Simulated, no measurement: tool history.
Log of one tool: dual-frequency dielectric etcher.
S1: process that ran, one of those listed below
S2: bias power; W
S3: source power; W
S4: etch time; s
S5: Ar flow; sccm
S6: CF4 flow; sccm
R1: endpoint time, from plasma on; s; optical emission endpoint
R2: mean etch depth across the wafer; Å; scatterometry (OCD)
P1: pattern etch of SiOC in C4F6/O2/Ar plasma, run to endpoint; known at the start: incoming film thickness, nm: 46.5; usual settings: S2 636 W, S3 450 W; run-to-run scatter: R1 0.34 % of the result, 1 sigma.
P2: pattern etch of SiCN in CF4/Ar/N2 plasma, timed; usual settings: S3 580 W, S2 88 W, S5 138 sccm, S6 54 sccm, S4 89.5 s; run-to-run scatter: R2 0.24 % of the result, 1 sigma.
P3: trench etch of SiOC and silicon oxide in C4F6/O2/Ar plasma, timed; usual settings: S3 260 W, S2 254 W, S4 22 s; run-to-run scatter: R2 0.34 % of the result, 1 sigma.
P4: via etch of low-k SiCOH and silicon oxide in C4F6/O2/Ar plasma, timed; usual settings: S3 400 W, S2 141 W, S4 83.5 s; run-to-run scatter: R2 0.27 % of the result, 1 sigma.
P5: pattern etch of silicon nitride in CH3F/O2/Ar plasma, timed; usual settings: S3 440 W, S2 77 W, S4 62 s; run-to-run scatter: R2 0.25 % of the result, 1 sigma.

run 1 hour=4.1 | S1=P1 S2=636 S3=450 | R1=13.808
run 2 hour=7.7 | S1=P4 S2=141 S3=400 S4=83.5 | R2=2224.1
run 3 hour=11 | S1=P3 S2=170 S3=260 S4=22 | R2=360.65
run 4 hour=15.6 | S1=P2 S2=88 S3=580 S4=89.5 S5=92 S6=54 | R2=1002.1
run 5 hour=20 | S1=P1 S2=407 S3=450 | R1=16.28
run 6 hour=23.9 | S1=P3 S2=254 S3=260 S4=22 | R2=409.64
run 7 hour=26.3 | S1=P5 S2=77 S3=340 S4=62 | R2=406.36
run 8 hour=30.3 | S1=P1 S2=636 S3=450 | R1=13.871
run 9 hour=33.1 | S1=P4 S2=141 S3=530 S4=83.5 | R2=2478.9
run 10 hour=36.9 | S1=P2 S2=88 S3=740 S4=89.5 S5=138 S6=54 | R2=1163.1
run 11 hour=39.6 | S1=P3 S2=254 S3=260 S4=16 | R2=298.24
run 12 hour=43.9 | S1=P1 S2=636 S3=450 | R1=13.75
-- hour=47.4 source power generator calibrated
run 13 hour=48.2 | S1=P5 S2=77 S3=440 S4=62 | R2=445.85
run 14 hour=51.1 | S1=P1 S2=636 S3=370 | R1=14.808
run 15 hour=53.5 | S1=P5 S2=77 S3=440 S4=47 | R2=337.83
run 16 hour=57.8 | S1=P1 S2=847 S3=370 | R1=13.303
run 17 hour=61.9 | S1=P4 S2=141 S3=400 S4=111.5 | R2=2976
run 18 hour=66.1 | S1=P3 S2=254 S3=260 S4=22 | R2=409.38
run 19 hour=69.7 | S1=P1 S2=636 S3=450 | R1=13.788
run 20 hour=73.7 | S1=P1 S2=832 S3=450 | R1=12.485
run 21 hour=76.2 | S1=P2 S2=88 S3=580 S4=89.5 S5=138 S6=54 | R2=935.2
run 22 hour=78.7 | S1=P2 S2=88 S3=580 S4=89.5 S5=138 S6=54 | R2=938.12
run 23 hour=83.6 | S1=P1 S2=636 S3=560 | R1=12.832
run 24 hour=88.2 | S1=P2 S2=88 S3=580 S4=89.5 S5=138 S6=42 | R2=901.68
run 25 hour=93 | S1=P3 S2=254 S3=160 S4=22 | R2=342.29
run 26 hour=97.1 | S1=P2 S2=88 S3=580 S4=68.5 S5=138 S6=54 | R2=723.5
run 27 hour=100.3 | S1=P5 S2=46 S3=440 S4=62 | R2=376.82
run 28 hour=104.3 | S1=P2 S2=64 S3=580 S4=89.5 S5=138 S6=54 | R2=834.06
run 29 hour=109.3 | S1=P1 S2=636 S3=450 | R1=13.913
run 30 hour=112.4 | S1=P4 S2=182 S3=400 S4=83.5 | R2=2412.7
run 31 hour=115.1 | S1=P1 S2=468 S3=370 | R1=16.704
run 32 hour=120.2 | S1=P1 S2=636 S3=450 | R1=13.855
run 33 hour=123.5 | S1=P1 S2=636 S3=450 | R1=13.814

Forecast run 34:
run 34 hour=126.8 | S1=P1 S2=636 S3=450 | R1=?

R1: 13.757 s
